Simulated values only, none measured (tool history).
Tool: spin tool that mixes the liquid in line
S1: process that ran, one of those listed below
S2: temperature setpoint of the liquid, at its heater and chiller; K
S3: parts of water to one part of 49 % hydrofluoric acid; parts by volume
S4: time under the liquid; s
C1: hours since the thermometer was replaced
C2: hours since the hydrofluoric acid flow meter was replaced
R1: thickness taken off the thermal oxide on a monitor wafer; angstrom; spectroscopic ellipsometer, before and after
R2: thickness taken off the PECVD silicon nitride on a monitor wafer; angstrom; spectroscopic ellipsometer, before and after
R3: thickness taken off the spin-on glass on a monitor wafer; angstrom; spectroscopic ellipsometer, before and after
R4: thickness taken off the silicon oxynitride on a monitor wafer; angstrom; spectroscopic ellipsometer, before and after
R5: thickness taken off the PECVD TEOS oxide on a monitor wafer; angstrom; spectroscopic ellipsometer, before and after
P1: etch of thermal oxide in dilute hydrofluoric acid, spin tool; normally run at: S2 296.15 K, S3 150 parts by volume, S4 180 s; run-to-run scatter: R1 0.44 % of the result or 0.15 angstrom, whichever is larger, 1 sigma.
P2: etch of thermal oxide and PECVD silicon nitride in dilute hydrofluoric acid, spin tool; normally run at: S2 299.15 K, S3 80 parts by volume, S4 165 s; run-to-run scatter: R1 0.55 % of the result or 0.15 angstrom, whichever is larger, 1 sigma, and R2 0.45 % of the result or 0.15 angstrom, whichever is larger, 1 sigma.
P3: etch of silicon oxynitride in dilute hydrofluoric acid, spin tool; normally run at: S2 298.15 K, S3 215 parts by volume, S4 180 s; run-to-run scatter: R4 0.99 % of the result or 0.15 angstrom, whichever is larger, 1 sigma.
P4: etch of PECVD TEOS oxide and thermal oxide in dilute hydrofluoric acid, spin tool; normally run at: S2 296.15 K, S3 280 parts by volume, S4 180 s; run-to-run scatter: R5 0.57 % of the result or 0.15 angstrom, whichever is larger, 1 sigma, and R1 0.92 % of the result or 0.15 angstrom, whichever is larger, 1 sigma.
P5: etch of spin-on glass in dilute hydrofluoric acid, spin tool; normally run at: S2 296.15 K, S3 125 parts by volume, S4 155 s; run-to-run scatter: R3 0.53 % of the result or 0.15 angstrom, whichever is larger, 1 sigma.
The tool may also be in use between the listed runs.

run,hour,S1,S2,S3,S4,C1,C2,R1,R2,R3,R4,R5
1,15.0,P1,296.15,150,180,745.0,1238.2,49.1680,,,,
2,30.1,P2,299.15,30,165,760.1,1253.3,314.4800,185.170,,,
3,40.7,P1,296.15,150,180,770.7,1263.9,49.2370,,,,
4,53.7,P1,296.15,150,180,783.7,1276.9,49.1670,,,,
5,68.5,P5,296.15,125,50,798.5,1291.7,,,163.05,,
6,77.6,P1,296.15,150,180,807.6,1300.8,49.1000,,,,
7,87.5,P3,298.15,215,180,817.5,1310.7,,,,21.758,
8,95.4,P3,298.15,215,315,825.4,1318.6,,,,38.918,
9,110.3,P2,304.65,80,165,840.3,1333.5,134.6600,99.714,,,
10,121.9,P1,291.65,150,180,851.9,1345.1,41.0160,,,,
11,132.2,P2,299.15,80,165,862.2,1355.4,109.4200,70.130,,,
12,143.1,P1,296.15,150,180,873.1,1366.3,49.5560,,,,
13,151.6,P3,303.15,215,180,881.6,1374.8,,,,27.097,
14,166.1,P5,296.15,180,155,896.1,1389.3,,,331.38,,
15,174.1,P1,296.15,60,180,904.1,1397.3,137.4300,,,,
16,181.5,P4,296.15,280,180,911.5,1404.7,24.4530,,,,66.248
17,191.2,P1,296.15,150,280,921.2,1414.4,76.8340,,,,
18,199.3,P4,296.15,280,35,929.3,1422.5,4.5965,,,,12.858
19,207.3,P1,299.65,150,20,937.3,1430.5,6.3946,,,,
20,218.7,P5,303.65,125,155,948.7,1441.9,,,676.25,,
21,231.5,P3,298.15,375,180,961.5,1454.7,,,,11.039,
22,243.4,P1,296.15,150,80,973.4,1466.6,21.9110,,,,
23,258.5,P1,296.15,150,180,988.5,1481.7,48.9320,,,,
24,270.5,P4,290.15,280,180,1000.5,1493.7,19.3360,,,,53.411
25,279.4,P1,296.15,205,180,1009.4,1502.6,34.1150,,,,
# hour 279.9: hydrofluoric acid flow meter replaced
26,295.1,P5,296.15,125,155,1025.1,15.2,,,503.92,,
27,310.6,P1,301.65,55,180,1040.6,30.7,188.1800,,,,
28,326.1,P1,303.15,150,275,1056.1,46.2,98.0360,,,,
29,341.5,P2,299.15,80,330,1071.5,61.6,217.1600,141.880,,,
30,353.4,P1,301.15,150,180,1083.4,73.5,58.9310,,,,
31,367.8,P4,296.15,475,180,1097.8,87.9,12.1150,,,,33.049
32,382.4,P1,296.15,150,180,1112.4,102.5,48.9490,,,,
33,391.9,P3,298.15,215,180,1121.9,112.0,,,,22.145,
34,405.4,P1,296.15,150,180,1135.4,125.5,49.7900,,,,
35,418.6,P1,296.15,150,180,1148.6,138.7,47.2870,,,,
36,431.8,P1,296.15,150,180,1161.8,151.9,45.8010,,,,
37,446.9,P1,296.15,150,180,1176.9,167.0,45.0130,,,,
38,461.8,P1,296.15,150,180,1191.8,181.9,44.9530,,,,
39,475.0,P1,296.15,150,180,1205.0,195.1,44.7220,,,,
40,485.0,P1,296.15,150,180,1215.0,205.1,44.8010,,,,

What P1 gives has crept away from where it was. These 2 causes fit the log equally well, each at the size given:
A: hydrofluoric acid flow below the setpoint (%) = 7.47
B: liquid colder than its thermometer reads (K) = 2.34
The creep began at about hour 405.4.

4 check runs are offered, one wafer each, their results left as question marks. Which one tells the causes apart?
check 1,495.0,P3,298.15,215,180,,,,,,?,
check 2,495.0,P2,299.15,80,165,,,?,?,,,
check 3,495.0,P5,296.15,125,155,,,,,?,,
check 4,495.0,P4,296.15,280,180,,,?,,,,?

What each check would give under each cause:
check,result,if A,if B
check 1,R4,19.948,19.691
check 2,R1,100.0200,99.2980
check 2,R2,65.482,60.590
check 3,R3,464.41,462.67
check 4,R1,21.8890,22.2160
check 4,R5,60.033,60.932
How far apart the two closest causes lie, in the result that separates them most: check 1 1.3 %; check 2 7.77 %; check 3 0.38 %; check 4 1.49 %
Only check 2 tells the causes apart: in the others they would give nearly the same result.

Then check 2 was run and gave: R1 100.2400 angstrom; R2 65.159 angstrom. Which cause is it?

It is A: hydrofluoric acid flow below the setpoint (%).

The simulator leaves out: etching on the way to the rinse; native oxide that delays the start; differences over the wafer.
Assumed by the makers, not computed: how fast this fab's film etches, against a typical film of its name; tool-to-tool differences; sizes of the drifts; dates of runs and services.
